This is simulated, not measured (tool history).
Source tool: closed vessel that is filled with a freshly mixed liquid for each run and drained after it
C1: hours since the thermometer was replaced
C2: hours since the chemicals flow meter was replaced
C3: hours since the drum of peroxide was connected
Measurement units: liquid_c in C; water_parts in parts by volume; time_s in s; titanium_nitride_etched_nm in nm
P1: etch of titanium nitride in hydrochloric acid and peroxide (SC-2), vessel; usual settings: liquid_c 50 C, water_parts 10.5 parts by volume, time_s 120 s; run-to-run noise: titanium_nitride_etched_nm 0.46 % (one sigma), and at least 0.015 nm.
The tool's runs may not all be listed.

{"run": 1, "day": 0.488, "liquid_c": 50, "water_parts": 10.5, "time_s": 120, "C1": 351.1, "C2": 271.5, "C3": 256.4, "titanium_nitride_etched_nm": 5.1299}
{"run": 2, "day": 0.867, "liquid_c": 50, "water_parts": 18.5, "time_s": 120, "C1": 360.2, "C2": 280.6, "C3": 265.5, "titanium_nitride_etched_nm": 3.1365}
{"run": 3, "day": 1.312, "liquid_c": 58.5, "water_parts": 10.5, "time_s": 120, "C1": 370.9, "C2": 291.3, "C3": 276.2, "titanium_nitride_etched_nm": 8.945}
{"run": 4, "day": 1.746, "liquid_c": 50, "water_parts": 4, "time_s": 120, "C1": 381.3, "C2": 301.7, "C3": 286.6, "titanium_nitride_etched_nm": 10.784}
{"run": 5, "day": 1.979, "liquid_c": 50, "water_parts": 10.5, "time_s": 230, "C1": 386.9, "C2": 307.3, "C3": 292.2, "titanium_nitride_etched_nm": 9.8941}
{"run": 6, "day": 2.258, "liquid_c": 50, "water_parts": 10.5, "time_s": 120, "C1": 393.6, "C2": 314, "C3": 298.9, "titanium_nitride_etched_nm": 5.1953}
{"run": 7, "day": 2.692, "liquid_c": 35.5, "water_parts": 10.5, "time_s": 120, "C1": 404, "C2": 324.4, "C3": 309.3, "titanium_nitride_etched_nm": 1.9028}
{"run": 8, "day": 3.067, "liquid_c": 50, "water_parts": 10.5, "time_s": 120, "C1": 413, "C2": 333.4, "C3": 318.3, "titanium_nitride_etched_nm": 5.122}
{"run": 9, "day": 3.538, "liquid_c": 50, "water_parts": 4, "time_s": 185, "C1": 424.3, "C2": 344.7, "C3": 329.6, "titanium_nitride_etched_nm": 16.59}
{"run": 10, "day": 4.004, "liquid_c": 50, "water_parts": 10.5, "time_s": 120, "C1": 435.5, "C2": 355.9, "C3": 340.8, "titanium_nitride_etched_nm": 5.0956}
{"run": 11, "day": 4.233, "liquid_c": 42.5, "water_parts": 18, "time_s": 120, "C1": 441, "C2": 361.4, "C3": 346.3, "titanium_nitride_etched_nm": 1.9614}
{"run": 12, "day": 4.508, "liquid_c": 50, "water_parts": 10.5, "time_s": 30, "C1": 447.6, "C2": 368, "C3": 352.9, "titanium_nitride_etched_nm": 1.2742}
{"run": 13, "day": 4.983, "liquid_c": 50, "water_parts": 10.5, "time_s": 120, "C1": 459, "C2": 379.4, "C3": 364.3, "titanium_nitride_etched_nm": 5.1318}
{"run": 14, "day": 5.262, "liquid_c": 50, "water_parts": 10.5, "time_s": 120, "C1": 465.7, "C2": 386.1, "C3": 371, "titanium_nitride_etched_nm": 4.9758}
{"run": 15, "day": 5.533, "liquid_c": 50, "water_parts": 10.5, "time_s": 120, "C1": 472.2, "C2": 392.6, "C3": 377.5, "titanium_nitride_etched_nm": 4.8354}
{"run": 16, "day": 5.833, "liquid_c": 50, "water_parts": 10.5, "time_s": 120, "C1": 479.4, "C2": 399.8, "C3": 384.7, "titanium_nitride_etched_nm": 4.747}
{"run": 17, "day": 6.117, "liquid_c": 50, "water_parts": 10.5, "time_s": 120, "C1": 486.2, "C2": 406.6, "C3": 391.5, "titanium_nitride_etched_nm": 4.7346}
{"day": 6.333, "done": "new drum of peroxide connected"}
{"run": 18, "day": 6.517, "liquid_c": 50, "water_parts": 10.5, "time_s": 120, "C1": 495.8, "C2": 416.2, "C3": 4.4, "titanium_nitride_etched_nm": 4.7035}
{"run": 19, "day": 6.975, "liquid_c": 50, "water_parts": 10.5, "time_s": 120, "C1": 506.8, "C2": 427.2, "C3": 15.4, "titanium_nitride_etched_nm": 4.6474}
{"run": 20, "day": 7.404, "liquid_c": 50, "water_parts": 10.5, "time_s": 120, "C1": 517.1, "C2": 437.5, "C3": 25.7, "titanium_nitride_etched_nm": 4.6212}

The output of P1 has drifted from where it used to be. Each of the 2 causes below, taken at the size shown beside it, accounts for the log equally well:
A: liquid colder than its thermometer reads (K) = 1.57
B: chemicals flow below the setpoint (%) = 11.6
The onset of the drift is placed at about day 4.983.
Ruled out, with reasons:
peroxide weaker than its label (%): serviced at day 6.333, which brought nothing back

The 4 check runs listed below each average the results of 3 wafers, and their outcomes are marked with question marks. Under which run would the listed causes produce clearly different results?
{"run": "check 1", "day": 7.833, "liquid_c": 50, "water_parts": 4, "time_s": 70, "titanium_nitride_etched_nm": "?"}
{"run": "check 2", "day": 7.833, "liquid_c": 50, "water_parts": 10.5, "time_s": 40, "titanium_nitride_etched_nm": "?"}
{"run": "check 3", "day": 7.833, "liquid_c": 50, "water_parts": 10.5, "time_s": 50, "titanium_nitride_etched_nm": "?"}
{"run": "check 4", "day": 7.833, "liquid_c": 50, "water_parts": 13.5, "time_s": 120, "titanium_nitride_etched_nm": "?"}

If the cause were each of the candidates in turn, the checks would give the following:
check=check_1 result=titanium_nitride_etched_nm if_A=5.6379 if_B=5.7594
check=check_2 result=titanium_nitride_etched_nm if_A=1.5464 if_B=1.5474
check=check_3 result=titanium_nitride_etched_nm if_A=1.933 if_B=1.9342
check=check_4 result=titanium_nitride_etched_nm if_A=3.7413 if_B=3.7301
Per-check spread between the two closest causes, in the result where they differ most: check 1 2.13 %; check 2 0.06 %; check 3 0.06 %; check 4 0.3 %
Only check 1 tells the causes apart: in the others they would give nearly the same result.

After running check 1, the following was obtained: titanium_nitride_etched_nm 5.7483 nm. Which cause does this point to?

B is the cause: chemicals flow below the setpoint (%).
